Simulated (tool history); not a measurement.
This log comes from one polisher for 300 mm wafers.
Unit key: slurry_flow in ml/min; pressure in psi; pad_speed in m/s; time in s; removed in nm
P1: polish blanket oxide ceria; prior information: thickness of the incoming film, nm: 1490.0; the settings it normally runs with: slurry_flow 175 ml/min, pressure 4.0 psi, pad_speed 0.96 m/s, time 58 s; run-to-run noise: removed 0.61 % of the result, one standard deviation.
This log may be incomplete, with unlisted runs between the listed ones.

run   hour  slurry_flow  pressure  pad_speed  time  wafers polished on this pad  hours since the slurry nozzle was cleaned  hours since the head pressure was calibrated  removed
  1    8.1          175       4.0       0.96    58                          230                                      126.9                                         157.4   287.61
  2   14.2          175       4.0       0.96    78                          284                                      133.0                                         163.5   384.47
  3   21.4          105       4.0       0.96    58                          347                                      140.2                                         170.7   261.21
  4   28.1          175       4.0       0.44    58                          406                                      146.9                                         177.4   131.58
  5   36.1          175       5.0       0.74    58                          476                                      154.9                                         185.4   274.10
  6   42.9          175       4.0       0.96    26                          535                                      161.7                                         192.2   128.53
  7   50.1          175       4.0       1.46    58                          599                                      168.9                                         199.4   434.57
  8   57.4          175       2.0       0.96    58                          663                                      176.2                                         206.7   142.21
  9   62.6          175       4.0       0.96    58                          708                                      181.4                                         211.9   285.79
      66.5  -- worn pad replaced by a new one
 10   70.8          225       5.9       0.96    58                           37                                      189.6                                         220.1   432.29
 11   80.2          175       4.0       0.96    58                          120                                      199.0                                         229.5   286.08
 12   86.6          175       6.3       0.96    58                          176                                      205.4                                         235.9   451.61
 13   92.8          175       4.0       0.96    58                          230                                      211.6                                         242.1   287.87
 14  100.2          230       4.0       0.96    58                          295                                      219.0                                         249.5   296.06
 15  108.8          175       4.0       0.96    58                          371                                      227.6                                         258.1   284.05
 16  118.1          175       4.0       0.96    58                          452                                      236.9                                         267.4   278.92
 17  125.1          175       4.0       0.96    58                          514                                      243.9                                         274.4   274.98
 18  132.9          175       4.0       0.96    58                          582                                      251.7                                         282.2   272.63
 19  139.4          175       4.0       0.96    58                          639                                      258.2                                         288.7   272.08
     143.9  -- worn pad replaced by a new one
 20  145.1          175       4.0       0.96    58                           10                                      263.9                                         294.4   270.34
 21  152.3          175       4.0       0.96    58                           73                                      271.1                                         301.6   273.33
 22  158.7          175       4.0       0.96    58                          130                                      277.5                                         308.0   272.24
 23  165.0          175       4.0       0.96    58                          185                                      283.8                                         314.3   269.35

Something has made what P1 gives creep away from where it was; the 2 causes below, each at its own stated size, fit the log equally well:
A: slurry flow missing at the pad, % = 27.9
B: head's pressure below its setpoint, % = 5.61
The onset of the drift is placed at about hour 108.8.
Why every other cause is out:
removal rate lost through wear of the pad, %: work on it at hour 143.9, done after the drift set in, did not restore what the process gave before

Of the 4 check runs below, each run on 2 wafers with the results averaged and each result still a question mark, which one would tell the listed causes apart?
check 1  171.3          175       4.0       0.96    33                                                                                                                              ?
check 2  171.3          175       6.2       1.42    58                                                                                                                              ?
check 3  171.3          105       4.0       0.96    58                                                                                                                              ?
check 4  171.3          175       3.2       0.50    58                                                                                                                              ?

If the cause were each of the candidates in turn, the checks would give the following:
  check   result    if A    if B
check 1  removed  153.50  153.52
check 2  removed  618.56  618.62
check 3  removed  236.39  244.46
check 4  removed  112.41  112.43
Minimum pairwise separation of causes per check, each pair taken at its best-separating result: check 1 0.01 %; check 2 0.01 %; check 3 3.36 %; check 4 0.01 %
Check 3 is the one run that separates the causes; every other check would come out nearly the same whichever cause is at work.

Check 3 was carried out, with these results: removed 243.49 nm. Which of the listed causes is responsible?

The correct cause is B, namely: head's pressure below its setpoint, %.

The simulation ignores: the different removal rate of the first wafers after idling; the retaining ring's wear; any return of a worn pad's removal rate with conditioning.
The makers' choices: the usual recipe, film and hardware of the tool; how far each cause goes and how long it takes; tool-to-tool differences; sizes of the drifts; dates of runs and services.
